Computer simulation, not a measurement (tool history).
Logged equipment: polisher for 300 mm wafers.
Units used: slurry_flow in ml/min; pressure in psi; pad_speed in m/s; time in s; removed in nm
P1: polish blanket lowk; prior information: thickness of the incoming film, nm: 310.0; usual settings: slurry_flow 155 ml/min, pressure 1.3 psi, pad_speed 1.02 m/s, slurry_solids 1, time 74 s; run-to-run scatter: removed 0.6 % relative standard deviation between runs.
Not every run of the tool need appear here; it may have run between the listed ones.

run,hour,slurry_flow,pressure,pad_speed,slurry_solids,time,wafers polished on this pad,hours since the slurry nozzle was cleaned,hours since the head pressure was calibrated,hours since the slurry blender was calibrated,hours since the conditioning disc was replaced,removed
1,5.3,155,1.3,1.02,1,74,555,316.8,1044.9,67.1,271.9,22.99
2,11.1,155,1.3,1.02,1,41,607,322.6,1050.7,72.9,277.7,12.686
3,17,245,1.3,1.02,1,74,661,328.5,1056.6,78.8,283.6,24.42
4,20.6,155,1.3,1.02,1.45,74,693,332.1,1060.2,82.4,287.2,26.483
5,27.4,155,1.3,1.02,1,74,755,338.9,1067,89.2,294,22.934
6,31.5,155,1.3,0.54,1,74,792,343,1071.1,93.3,298.1,13.752
7,35.4,155,1.3,1.02,1,74,827,346.9,1075,97.2,302,22.78
8,39.7,155,1.3,1.54,1,74,866,351.2,1079.3,101.5,306.3,31.959
9,45.8,155,0.8,1.02,1.4,74,922,357.3,1085.4,107.6,312.4,16.105
10,48.9,155,1.3,1.02,1,110,950,360.4,1088.5,110.7,315.5,33.947
11,55.5,95,1.3,1.36,1,74,1009,367,1095.1,117.3,322.1,26.098
# hour 59.8: conditioning disc replaced and pad reconditioned
12,61.5,95,1.3,1.02,1,74,1064,373,1101.1,123.3,1.8,20.651
13,67.6,155,1.3,1.02,0.6,74,1119,379.1,1107.2,129.4,7.9,17.295
14,72.6,155,1.3,1.02,1,74,1164,384.1,1112.2,134.4,12.9,22.664
15,79.4,155,0.6,1.02,1,74,1226,390.9,1119,141.2,19.7,10.415
16,83,155,2,1.02,1,74,1258,394.5,1122.6,144.8,23.3,35.268
17,87.9,155,1.3,1.02,1,74,1303,399.4,1127.5,149.7,28.2,22.615
18,93.7,115,1.3,1.02,1,102,1355,405.2,1133.3,155.5,34,30.088
19,99.9,155,1.3,1.02,1,74,1411,411.4,1139.5,161.7,40.2,22.58
20,105.3,155,1.3,1.02,1,74,1460,416.8,1144.9,167.1,45.6,22.968
21,111.4,155,1.3,1.02,1,74,1516,422.9,1151,173.2,51.7,21.987
22,116.1,155,1.3,1.02,1,74,1558,427.6,1155.7,177.9,56.4,21.793
23,120.1,155,1.3,1.02,1,74,1594,431.6,1159.7,181.9,60.4,21.581
# hour 123.8: worn pad replaced by a new one
24,124,155,1.3,1.02,1,74,2,435.5,1163.6,185.8,64.3,21.429
25,127.2,155,1.3,1.02,1,74,31,438.7,1166.8,189,67.5,21.519
# hour 130.1: conditioning disc replaced and pad reconditioned
26,130.7,155,1.3,1.02,1,74,62,442.2,1170.3,192.5,0.6,21.417
27,136.2,155,1.3,1.02,1,74,112,447.7,1175.8,198,6.1,20.981
# hour 139.8: slurry blender recalibrated
28,141.8,155,1.3,1.02,1,74,163,453.3,1181.4,2.1,11.7,21.059
29,145.2,155,1.3,1.02,1,74,194,456.7,1184.8,5.5,15.1,21.003
30,149.5,155,1.3,1.02,1,74,233,461,1189.1,9.8,19.4,21.365
31,153,155,1.3,1.02,1,74,264,464.5,1192.6,13.3,22.9,20.919

Something has made what P1 gives creep away from where it was; the 2 causes below, each at its own stated size, fit the log equally well:
A: head's pressure below its setpoint, % = 7.31
B: slurry flow missing at the pad, % = 31.5
The creep began at about hour 105.3.
Every other cause this tool's parts could produce, and why it does not fit the log:
removal rate lost through wear of the pad, %: serviced at hour 123.8, after the drift had started, without restoring the earlier output
abrasive missing from the slurry, %: serviced at hour 139.8, after the drift had started, without restoring the earlier output
time polished since the conditioner stopped cutting, s: serviced at hour 130.1, after the drift had started, without restoring the earlier output

4 check runs are offered, each on 3 wafers whose results are averaged, their results left as question marks. Which one tells the causes apart?
check 1,156.5,240,1.3,1.02,1,48,,,,,,?
check 2,156.5,155,1.3,1.02,1.3,74,,,,,,?
check 3,156.5,155,1.3,1.44,1,55,,,,,,?
check 4,156.5,155,1.6,1.02,1,104,,,,,,?

If the cause were each of the candidates in turn, the checks would give the following:
check,result,if A,if B
check 1,removed,14.57,14.943
check 2,removed,23.627,23.628
check 3,removed,20.712,20.713
check 4,removed,36.582,36.583
Gap, in per cent, between the two causes that each check separates least, read from the result that separates them most: check 1 2.53 %; check 2 0 %; check 3 0 %; check 4 0 %
The other checks would show nearly matching results whichever cause is true, so check 1 is the only one that separates the causes.

Check 1 was then run and gave: removed 14.514 nm. Which cause is it?

It was cause A: head's pressure below its setpoint, %.
